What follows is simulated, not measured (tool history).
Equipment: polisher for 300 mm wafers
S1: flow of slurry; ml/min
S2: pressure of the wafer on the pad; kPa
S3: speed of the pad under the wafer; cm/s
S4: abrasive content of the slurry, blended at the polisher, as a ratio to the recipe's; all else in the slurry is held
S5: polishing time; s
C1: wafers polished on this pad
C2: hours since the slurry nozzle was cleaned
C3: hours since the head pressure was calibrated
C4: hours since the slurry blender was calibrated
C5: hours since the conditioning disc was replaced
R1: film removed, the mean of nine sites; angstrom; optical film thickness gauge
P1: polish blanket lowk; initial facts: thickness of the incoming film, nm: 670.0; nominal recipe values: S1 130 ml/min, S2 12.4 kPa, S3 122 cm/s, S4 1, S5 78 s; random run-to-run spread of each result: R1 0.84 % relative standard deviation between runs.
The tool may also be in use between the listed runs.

{"run": 1, "hour": 15.9, "S1": 130, "S2": 12.4, "S3": 122, "S4": 1, "S5": 78, "C1": 288, "C2": 95.7, "C3": 102.3, "C4": 75.7, "C5": 105, "R1": 418.89}
{"run": 2, "hour": 27.9, "S1": 130, "S2": 12.4, "S3": 178, "S4": 1, "S5": 120, "C1": 396, "C2": 107.7, "C3": 114.3, "C4": 87.7, "C5": 117, "R1": 871.38}
{"run": 3, "hour": 39.2, "S1": 130, "S2": 12.4, "S3": 122, "S4": 1, "S5": 78, "C1": 499, "C2": 119, "C3": 125.6, "C4": 99, "C5": 128.3, "R1": 424.55}
{"run": 4, "hour": 51.3, "S1": 130, "S2": 12.4, "S3": 122, "S4": 1, "S5": 78, "C1": 608, "C2": 131.1, "C3": 137.7, "C4": 111.1, "C5": 140.4, "R1": 419.47}
{"run": 5, "hour": 65.8, "S1": 130, "S2": 12.4, "S3": 122, "S4": 1, "S5": 104, "C1": 740, "C2": 145.6, "C3": 152.2, "C4": 125.6, "C5": 154.9, "R1": 563.09}
{"run": 6, "hour": 77.9, "S1": 130, "S2": 12.4, "S3": 54, "S4": 1, "S5": 78, "C1": 849, "C2": 157.7, "C3": 164.3, "C4": 137.7, "C5": 167, "R1": 218.45}
{"run": 7, "hour": 94.3, "S1": 130, "S2": 12.4, "S3": 122, "S4": 1.25, "S5": 78, "C1": 998, "C2": 174.1, "C3": 180.7, "C4": 154.1, "C5": 183.4, "R1": 459.44}
{"run": 8, "hour": 102.4, "S1": 130, "S2": 5.5, "S3": 122, "S4": 1, "S5": 78, "C1": 1071, "C2": 182.2, "C3": 188.8, "C4": 162.2, "C5": 191.5, "R1": 187.25}
{"run": 9, "hour": 114.8, "S1": 190, "S2": 12.4, "S3": 122, "S4": 1, "S5": 78, "C1": 1184, "C2": 194.6, "C3": 201.2, "C4": 174.6, "C5": 203.9, "R1": 446.69}
{"run": 10, "hour": 126.9, "S1": 130, "S2": 12.4, "S3": 122, "S4": 0.6, "S5": 78, "C1": 1293, "C2": 206.7, "C3": 213.3, "C4": 186.7, "C5": 216, "R1": 324.4}
{"run": 11, "hour": 135.5, "S1": 170, "S2": 17.2, "S3": 122, "S4": 1, "S5": 78, "C1": 1371, "C2": 215.3, "C3": 221.9, "C4": 195.3, "C5": 224.6, "R1": 618.96}
{"run": 12, "hour": 146.9, "S1": 130, "S2": 19.3, "S3": 122, "S4": 1, "S5": 78, "C1": 1475, "C2": 226.7, "C3": 233.3, "C4": 206.7, "C5": 236, "R1": 661.59}
{"run": 13, "hour": 157.5, "S1": 130, "S2": 12.4, "S3": 122, "S4": 1, "S5": 78, "C1": 1571, "C2": 237.3, "C3": 243.9, "C4": 217.3, "C5": 246.6, "R1": 415.3}
{"run": 14, "hour": 169.3, "S1": 130, "S2": 12.4, "S3": 122, "S4": 1, "S5": 78, "C1": 1678, "C2": 249.1, "C3": 255.7, "C4": 229.1, "C5": 258.4, "R1": 426.2}
{"run": 15, "hour": 185.3, "S1": 130, "S2": 12.4, "S3": 182, "S4": 0.7, "S5": 78, "C1": 1823, "C2": 265.1, "C3": 271.7, "C4": 245.1, "C5": 274.4, "R1": 489.21}
{"run": 16, "hour": 199.2, "S1": 80, "S2": 12.4, "S3": 122, "S4": 1, "S5": 78, "C1": 1949, "C2": 279, "C3": 285.6, "C4": 259, "C5": 288.3, "R1": 373.76}
{"run": 17, "hour": 212.3, "S1": 130, "S2": 12.4, "S3": 156, "S4": 1, "S5": 78, "C1": 2067, "C2": 292.1, "C3": 298.7, "C4": 272.1, "C5": 301.4, "R1": 513.59}
{"run": 18, "hour": 222.5, "S1": 130, "S2": 12.4, "S3": 122, "S4": 1, "S5": 46, "C1": 2160, "C2": 302.3, "C3": 308.9, "C4": 282.3, "C5": 311.6, "R1": 251.18}
{"run": 19, "hour": 233.6, "S1": 130, "S2": 12.4, "S3": 122, "S4": 1, "S5": 78, "C1": 2260, "C2": 313.4, "C3": 320, "C4": 293.4, "C5": 322.7, "R1": 414.14}
{"run": 20, "hour": 248.9, "S1": 130, "S2": 12.4, "S3": 122, "S4": 1, "S5": 78, "C1": 2399, "C2": 328.7, "C3": 335.3, "C4": 308.7, "C5": 338, "R1": 399.81}
{"run": 21, "hour": 264.7, "S1": 130, "S2": 12.4, "S3": 122, "S4": 1, "S5": 78, "C1": 2542, "C2": 344.5, "C3": 351.1, "C4": 324.5, "C5": 353.8, "R1": 391.09}
{"run": 22, "hour": 281.7, "S1": 130, "S2": 12.4, "S3": 122, "S4": 1, "S5": 78, "C1": 2696, "C2": 361.5, "C3": 368.1, "C4": 341.5, "C5": 370.8, "R1": 385.66}
{"hour": 294.9, "done": "conditioning disc replaced and pad reconditioned"}
{"run": 23, "hour": 295.1, "S1": 130, "S2": 12.4, "S3": 122, "S4": 1, "S5": 78, "C1": 2818, "C2": 374.9, "C3": 381.5, "C4": 354.9, "C5": 0.3, "R1": 380.45}
{"run": 24, "hour": 304.5, "S1": 130, "S2": 12.4, "S3": 122, "S4": 1, "S5": 78, "C1": 2903, "C2": 384.3, "C3": 390.9, "C4": 364.3, "C5": 9.7, "R1": 384.33}
{"hour": 305.5, "done": "head pressure recalibrated"}
{"run": 25, "hour": 313.1, "S1": 130, "S2": 12.4, "S3": 122, "S4": 1, "S5": 78, "C1": 2981, "C2": 392.9, "C3": 7.7, "C4": 372.9, "C5": 18.3, "R1": 381.03}
{"hour": 324.9, "done": "slurry blender recalibrated"}
{"run": 26, "hour": 327.0, "S1": 130, "S2": 12.4, "S3": 122, "S4": 1, "S5": 78, "C1": 3107, "C2": 406.8, "C3": 21.6, "C4": 2.2, "C5": 32.2, "R1": 385.22}
{"run": 27, "hour": 337.3, "S1": 130, "S2": 12.4, "S3": 122, "S4": 1, "S5": 78, "C1": 3200, "C2": 417.1, "C3": 31.9, "C4": 12.5, "C5": 42.5, "R1": 383.21}
{"run": 28, "hour": 349.4, "S1": 130, "S2": 12.4, "S3": 122, "S4": 1, "S5": 78, "C1": 3310, "C2": 429.2, "C3": 44, "C4": 24.6, "C5": 54.6, "R1": 376.97}
{"run": 29, "hour": 360.8, "S1": 130, "S2": 12.4, "S3": 122, "S4": 1, "S5": 78, "C1": 3413, "C2": 440.6, "C3": 55.4, "C4": 36, "C5": 66, "R1": 374.63}

Something has made what P1 gives creep away from where it was; the 2 causes below, each at its own stated size, fit the log equally well:
A: slurry flow missing at the pad, % = 37.3
B: removal rate lost through wear of the pad, % = 10.8
The onset of the drift is placed at about hour 233.6.
What rules out each remaining cause:
head's pressure below its setpoint, %: was serviced at hour 305.5, once the creep was under way, yet the earlier output never came back
abrasive missing from the slurry, %: was serviced at hour 324.9, once the creep was under way, yet the earlier output never came back
time polished since the conditioner stopped cutting, s: was serviced at hour 294.9, once the creep was under way, yet the earlier output never came back

4 check runs are offered, each on 2 wafers whose results are averaged, their results left as question marks. Which one tells the causes apart?
{"run": "check 1", "hour": 372.2, "S1": 80, "S2": 12.4, "S3": 122, "S4": 1, "S5": 78, "R1": "?"}
{"run": "check 2", "hour": 372.2, "S1": 130, "S2": 9, "S3": 122, "S4": 1, "S5": 78, "R1": "?"}
{"run": "check 3", "hour": 372.2, "S1": 130, "S2": 8.3, "S3": 122, "S4": 1, "S5": 78, "R1": "?"}
{"run": "check 4", "hour": 372.2, "S1": 130, "S2": 16.5, "S3": 122, "S4": 1, "S5": 78, "R1": "?"}

What each check would give under each cause:
check=check_1 result=R1 if_A=314.85 if_B=333.68
check=check_2 result=R1 if_A=271.69 if_B=271.64
check=check_3 result=R1 if_A=250.79 if_B=250.74
check=check_4 result=R1 if_A=501.58 if_B=501.49
How far apart the two closest causes lie, in the result that separates them most: check 1 5.81 %; check 2 0.02 %; check 3 0.02 %; check 4 0.02 %
The causes can be told apart only by check 1. The other checks would give nearly the same results under each of them.

Check 1 has now been run. It gave: R1 333.89 angstrom. Which of the candidate causes is it?

The cause is B: removal rate lost through wear of the pad, %.
